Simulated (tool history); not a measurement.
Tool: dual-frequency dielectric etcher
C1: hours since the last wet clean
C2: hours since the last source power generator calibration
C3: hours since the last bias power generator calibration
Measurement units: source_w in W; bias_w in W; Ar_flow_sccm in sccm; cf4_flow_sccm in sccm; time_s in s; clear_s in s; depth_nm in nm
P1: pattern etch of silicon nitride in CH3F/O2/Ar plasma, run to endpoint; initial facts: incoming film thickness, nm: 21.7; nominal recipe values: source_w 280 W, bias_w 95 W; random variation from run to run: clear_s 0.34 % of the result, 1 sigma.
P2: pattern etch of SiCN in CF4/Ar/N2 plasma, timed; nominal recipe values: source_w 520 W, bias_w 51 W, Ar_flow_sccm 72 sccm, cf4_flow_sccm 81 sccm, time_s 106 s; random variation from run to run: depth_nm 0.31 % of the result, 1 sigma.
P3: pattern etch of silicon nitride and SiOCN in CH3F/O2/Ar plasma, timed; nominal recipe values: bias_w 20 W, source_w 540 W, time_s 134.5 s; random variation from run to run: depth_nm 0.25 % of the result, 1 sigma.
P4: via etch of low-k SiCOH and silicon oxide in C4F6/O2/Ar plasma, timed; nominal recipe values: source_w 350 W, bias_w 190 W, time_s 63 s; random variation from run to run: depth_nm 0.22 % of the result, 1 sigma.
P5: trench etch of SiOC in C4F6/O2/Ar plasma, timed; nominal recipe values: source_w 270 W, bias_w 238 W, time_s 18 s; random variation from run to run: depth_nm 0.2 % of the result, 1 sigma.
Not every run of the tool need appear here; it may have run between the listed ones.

run 1 day=0.338 | process=P1 source_w=280 bias_w=95 | C1=353.3 C2=897.9 C3=1121.8 | clear_s=33.075
run 2 day=0.771 | process=P2 source_w=520 bias_w=32 Ar_flow_sccm=72 cf4_flow_sccm=81 time_s=106 | C1=363.7 C2=908.3 C3=1132.2 | depth_nm=88.567
run 3 day=1.033 | process=P5 source_w=270 bias_w=238 time_s=10 | C1=370 C2=914.6 C3=1138.5 | depth_nm=19.82
run 4 day=1.554 | process=P4 source_w=240 bias_w=190 time_s=63 | C1=382.5 C2=927.1 C3=1151 | depth_nm=147.65
run 5 day=2.046 | process=P1 source_w=280 bias_w=95 | C1=394.3 C2=938.9 C3=1162.8 | clear_s=33.123
run 6 day=2.542 | process=P3 source_w=540 bias_w=20 time_s=93.5 | C1=406.2 C2=950.8 C3=1174.7 | depth_nm=13.109
run 7 day=3.008 | process=P2 source_w=520 bias_w=51 Ar_flow_sccm=72 cf4_flow_sccm=81 time_s=71 | C1=417.4 C2=962 C3=1185.9 | depth_nm=67.254
run 8 day=3.454 | process=P1 source_w=280 bias_w=58 | C1=428.1 C2=972.7 C3=1196.6 | clear_s=39.102
run 9 day=4.025 | process=P3 source_w=540 bias_w=20 time_s=134.5 | C1=441.8 C2=986.4 C3=1210.3 | depth_nm=18.885
run 10 day=4.533 | process=P1 source_w=170 bias_w=95 | C1=454 C2=998.6 C3=1222.5 | clear_s=39.45
run 11 day=4.796 | process=P2 source_w=520 bias_w=51 Ar_flow_sccm=59 cf4_flow_sccm=81 time_s=106 | C1=460.3 C2=1004.9 C3=1228.8 | depth_nm=103.77
run 12 day=5.371 | process=P1 source_w=220 bias_w=75 | C1=474.1 C2=1018.7 C3=1242.6 | clear_s=39.18
run 13 day=5.746 | process=P5 source_w=340 bias_w=238 time_s=18 | C1=483.1 C2=1027.7 C3=1251.6 | depth_nm=38.899
run 14 day=6.158 | process=P4 source_w=350 bias_w=190 time_s=63 | C1=493 C2=1037.6 C3=1261.5 | depth_nm=170.88
run 15 day=6.567 | process=P2 source_w=520 bias_w=51 Ar_flow_sccm=72 cf4_flow_sccm=58 time_s=106 | C1=502.8 C2=1047.4 C3=1271.3 | depth_nm=95.293
run 16 day=6.921 | process=P2 source_w=520 bias_w=51 Ar_flow_sccm=72 cf4_flow_sccm=81 time_s=106 | C1=511.3 C2=1055.9 C3=1279.8 | depth_nm=100.1
run 17 day=7.258 | process=P5 source_w=270 bias_w=165 time_s=18 | C1=519.4 C2=1064 C3=1287.9 | depth_nm=31.512
run 18 day=7.538 | process=P1 source_w=280 bias_w=120 | C1=526.1 C2=1070.7 C3=1294.6 | clear_s=30.167
run 19 day=7.904 | process=P1 source_w=280 bias_w=95 | C1=534.9 C2=1079.5 C3=1303.4 | clear_s=33.027
run 20 day=8.408 | process=P5 source_w=270 bias_w=238 time_s=18 | C1=547 C2=1091.6 C3=1315.5 | depth_nm=35.72
run 21 day=9 | process=P1 source_w=340 bias_w=95 | C1=561.2 C2=1105.8 C3=1329.7 | clear_s=30.777
run 22 day=9.325 | process=P4 source_w=350 bias_w=190 time_s=94 | C1=569 C2=1113.6 C3=1337.5 | depth_nm=255.04
run 23 day=9.679 | process=P3 source_w=540 bias_w=26 time_s=134.5 | C1=577.5 C2=1122.1 C3=1346 | depth_nm=21.206
run 24 day=9.946 | process=P1 source_w=280 bias_w=95 | C1=583.9 C2=1128.5 C3=1352.4 | clear_s=33.137
run 25 day=10.367 | process=P2 source_w=670 bias_w=51 Ar_flow_sccm=72 cf4_flow_sccm=81 time_s=106 | C1=594 C2=1138.6 C3=1362.5 | depth_nm=126.18
run 26 day=10.917 | process=P4 source_w=350 bias_w=240 time_s=63 | C1=607.2 C2=1151.8 C3=1375.7 | depth_nm=184.76
run 27 day=11.412 | process=P1 source_w=360 bias_w=75 | C1=619.1 C2=1163.7 C3=1387.6 | clear_s=32.727
run 28 day=11.712 | process=P1 source_w=390 bias_w=60 | C1=626.3 C2=1170.9 C3=1394.8 | clear_s=34.142
run 29 day=12.175 | process=P3 source_w=670 bias_w=20 time_s=134.5 | C1=637.4 C2=1182 C3=1405.9 | depth_nm=20.412
run 30 day=12.479 | process=P5 source_w=270 bias_w=238 time_s=18 | C1=644.7 C2=1189.3 C3=1413.2 | depth_nm=35.679
run 31 day=12.983 | process=P3 source_w=540 bias_w=20 time_s=134.5 | C1=656.8 C2=1201.4 C3=1425.3 | depth_nm=18.925
run 32 day=13.417 | process=P1 source_w=280 bias_w=95 | C1=667.2 C2=1211.8 C3=1435.7 | clear_s=33.015
run 33 day=13.775 | process=P1 source_w=280 bias_w=95 | C1=675.8 C2=1220.4 C3=1444.3 | clear_s=33.235
run 34 day=14.208 | process=P1 source_w=280 bias_w=95 | C1=686.2 C2=1230.8 C3=1454.7 | clear_s=33.198
-- day=14.562 wet clean of the chamber
run 35 day=14.592 | process=P1 source_w=280 bias_w=95 | C1=0.8 C2=1240 C3=1463.9 | clear_s=33.409
run 36 day=15.15 | process=P1 source_w=280 bias_w=95 | C1=14.2 C2=1253.4 C3=1477.3 | clear_s=33.444
run 37 day=15.675 | process=P1 source_w=280 bias_w=95 | C1=26.8 C2=1266 C3=1489.9 | clear_s=33.679
run 38 day=15.975 | process=P1 source_w=280 bias_w=95 | C1=34 C2=1273.2 C3=1497.1 | clear_s=33.376

Compared with where it was, what P1 gives has crept away. Each cause listed below fits the log as well as the rest, at the size given for it:
A: bias power that arrives under what is set, % = 4.43
B: source power that arrives under what is set, % = 4.43
The drift started at roughly day 13.417.
Ruled out, with reasons:
chamber walls in a state that lowers the etch rate, %: serviced at day 14.562, after the change had begun; the process did not return to its earlier output

4 check runs are offered, one wafer each, their results left as question marks. Which one tells the causes apart?
run check 1 day=16.275 | process=P3 source_w=540 bias_w=20 time_s=134.5 | depth_nm=?
run check 2 day=16.275 | process=P2 source_w=520 bias_w=51 Ar_flow_sccm=72 cf4_flow_sccm=81 time_s=106 | depth_nm=?
run check 3 day=16.275 | process=P4 source_w=350 bias_w=190 time_s=63 | depth_nm=?
run check 4 day=16.275 | process=P5 source_w=270 bias_w=238 time_s=18 | depth_nm=?

If the cause were each of the candidates in turn, the checks would give the following:
check=check_1 result=depth_nm if_A=18.549 if_B=18.608
check=check_2 result=depth_nm if_A=99.447 if_B=96.761
check=check_3 result=depth_nm if_A=168.7 if_B=168.2
check=check_4 result=depth_nm if_A=35.124 if_B=35.064
Per check, the gap between the least separated pair of causes, taken in the result that splits them most: check 1 0.32 %; check 2 2.74 %; check 3 0.3 %; check 4 0.17 %
Check 2 distinguishes between the causes, while the remaining checks would return nearly the same result for all of them.

With check 2 done, the readings were: depth_nm 99.225 nm. Identify which of the listed causes applies.

It was cause A: bias power that arrives under what is set, %.
